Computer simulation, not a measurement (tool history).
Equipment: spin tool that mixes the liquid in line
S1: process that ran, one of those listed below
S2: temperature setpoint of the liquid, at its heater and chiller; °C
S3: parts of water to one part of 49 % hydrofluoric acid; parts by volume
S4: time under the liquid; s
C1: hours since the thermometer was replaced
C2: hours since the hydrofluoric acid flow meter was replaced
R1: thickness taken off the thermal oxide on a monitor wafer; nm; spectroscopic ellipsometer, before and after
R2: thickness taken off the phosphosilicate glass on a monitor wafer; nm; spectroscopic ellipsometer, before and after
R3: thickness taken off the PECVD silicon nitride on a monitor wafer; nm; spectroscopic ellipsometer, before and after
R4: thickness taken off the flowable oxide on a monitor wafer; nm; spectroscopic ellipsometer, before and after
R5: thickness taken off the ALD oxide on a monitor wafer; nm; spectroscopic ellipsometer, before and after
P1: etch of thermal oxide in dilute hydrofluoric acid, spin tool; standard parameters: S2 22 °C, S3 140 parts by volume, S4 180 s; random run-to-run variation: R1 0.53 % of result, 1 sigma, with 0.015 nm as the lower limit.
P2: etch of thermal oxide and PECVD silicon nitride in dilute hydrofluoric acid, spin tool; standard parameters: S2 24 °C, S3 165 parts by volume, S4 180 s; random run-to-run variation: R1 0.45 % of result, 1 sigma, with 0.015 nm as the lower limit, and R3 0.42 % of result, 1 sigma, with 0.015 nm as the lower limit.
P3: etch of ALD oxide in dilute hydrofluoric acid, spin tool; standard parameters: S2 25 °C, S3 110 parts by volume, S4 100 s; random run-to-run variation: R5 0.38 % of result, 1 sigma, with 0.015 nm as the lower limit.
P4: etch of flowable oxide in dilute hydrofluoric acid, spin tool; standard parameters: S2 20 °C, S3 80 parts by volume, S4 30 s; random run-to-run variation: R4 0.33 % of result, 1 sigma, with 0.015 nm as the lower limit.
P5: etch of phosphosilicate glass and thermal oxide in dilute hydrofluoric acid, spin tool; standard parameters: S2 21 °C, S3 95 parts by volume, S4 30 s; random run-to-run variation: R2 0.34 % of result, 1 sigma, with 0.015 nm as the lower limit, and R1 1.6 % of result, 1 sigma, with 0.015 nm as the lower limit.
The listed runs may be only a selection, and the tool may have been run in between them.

run,hour,S1,S2,S3,S4,C1,C2,R1,R2,R3,R4,R5
1,8.7,P1,22,140,180,1146.8,494.3,5.2769,,,,
2,13.7,P1,17,140,180,1151.8,499.3,4.3185,,,,
3,19,P1,22,40,50,1157.1,504.6,5.7704,,,,
4,28.1,P5,21,95,15,1166.2,513.7,0.63133,8.117,,,
5,34,P1,22,25,180,1172.1,519.6,33.623,,,,
6,38.8,P1,22,140,180,1176.9,524.4,5.3141,,,,
7,48.3,P2,28.5,165,180,1186.4,533.9,5.5075,,8.1167,,
8,56.3,P1,22,215,265,1194.4,541.9,4.6799,,,,
9,66.3,P2,24,165,180,1204.4,551.9,4.6148,,6.1399,,
10,71.5,P4,20,125,30,1209.6,557.1,,,,6.329,
11,77,P3,25,190,100,1215.1,562.6,,,,,10.263
12,87,P1,22,140,180,1225.1,572.6,5.2186,,,,
13,95.2,P2,24,165,180,1233.3,580.8,4.7122,,6.0898,,
14,101.6,P2,24,165,100,1239.7,587.2,2.6062,,3.4077,,
15,108.3,P1,22,140,290,1246.4,593.9,8.4802,,,,
16,112.9,P1,28,140,180,1251,598.5,6.5993,,,,
17,120.3,P3,25,110,185,1258.4,605.9,,,,,35.891
18,129.8,P5,28,95,30,1267.9,615.4,1.7142,21.596,,,
19,136.5,P5,21,95,30,1274.6,622.1,1.3112,16.305,,,
20,145.4,P1,22,230,180,1283.5,631,2.8784,,,,
21,150.3,P1,29,90,180,1288.4,635.9,11.309,,,,
22,155.2,P2,24,280,180,1293.3,640.8,2.4433,,3.5901,,
23,162.2,P1,22,140,180,1300.3,647.8,5.2363,,,,
24,171.3,P1,22,140,80,1309.4,656.9,2.3378,,,,
25,180.7,P5,21,20,30,1318.8,666.3,6.8441,85.215,,,
26,186,P3,25,110,100,1324.1,671.6,,,,,19.564
27,193.3,P3,25,110,100,1331.4,678.9,,,,,19.545
28,200.5,P3,21,110,100,1338.6,686.1,,,,,16.542
29,208.1,P4,25.5,80,30,1346.2,693.7,,,,12.983,
30,214.9,P4,20,80,30,1353,700.5,,,,10.357,
31,221.2,P4,20,80,50,1359.3,706.8,,,,17.428,
32,226.1,P1,22,140,180,1364.2,711.7,5.2881,,,,
33,234.2,P1,22,140,180,1372.3,719.8,5.0336,,,,
34,239.4,P1,22,140,180,1377.5,725,5.0462,,,,
35,248.2,P1,22,140,180,1386.3,733.8,4.86,,,,
36,256,P1,22,140,180,1394.1,741.6,4.8785,,,,
37,264.5,P1,22,140,180,1402.6,750.1,4.8433,,,,
38,269.5,P1,22,140,180,1407.6,755.1,4.8096,,,,
39,277.2,P1,22,140,180,1415.3,762.8,4.8275,,,,
40,283.6,P1,22,140,180,1421.7,769.2,4.7625,,,,
41,291.7,P1,22,140,180,1429.8,777.3,4.7975,,,,

Something has made what P1 gives creep away from where it was; the 2 causes below, each at its own stated size, fit the log equally well:
A: liquid colder than its thermometer reads (K) = 2.32
B: hydrofluoric acid flow below the setpoint (%) = 7.62
Creep in the process output first set in at about hour 226.1.

Each of the 4 check runs below uses one wafer; its results are left as question marks. Which run tells the causes apart?
check 1,299.8,P4,20,105,30,,,,,,?,
check 2,299.8,P5,26.5,95,30,,,?,?,,,
check 3,299.8,P3,25,190,100,,,,,,,?
check 4,299.8,P2,24,245,105,,,?,,?,,

Outcome of each check run for each possible cause:
check,result,if A,if B
check 1,R4,6.9879,7.0384
check 2,R1,1.5023,1.5047
check 2,R2,18.59,18.62
check 3,R5,9.3845,9.2905
check 4,R1,1.547,1.5235
check 4,R3,2.0783,2.2233
How far apart the two closest causes lie, in the result that separates them most: check 1 0.72 %; check 2 0.16 %; check 3 1.01 %; check 4 6.74 %
The other checks would show nearly matching results whichever cause is true, so check 4 is the only one that separates the causes.

Running check 4 produced the following: R1 1.5085 nm; R3 2.2294 nm. Which one of the listed causes fits?

B is the cause: hydrofluoric acid flow below the setpoint (%).

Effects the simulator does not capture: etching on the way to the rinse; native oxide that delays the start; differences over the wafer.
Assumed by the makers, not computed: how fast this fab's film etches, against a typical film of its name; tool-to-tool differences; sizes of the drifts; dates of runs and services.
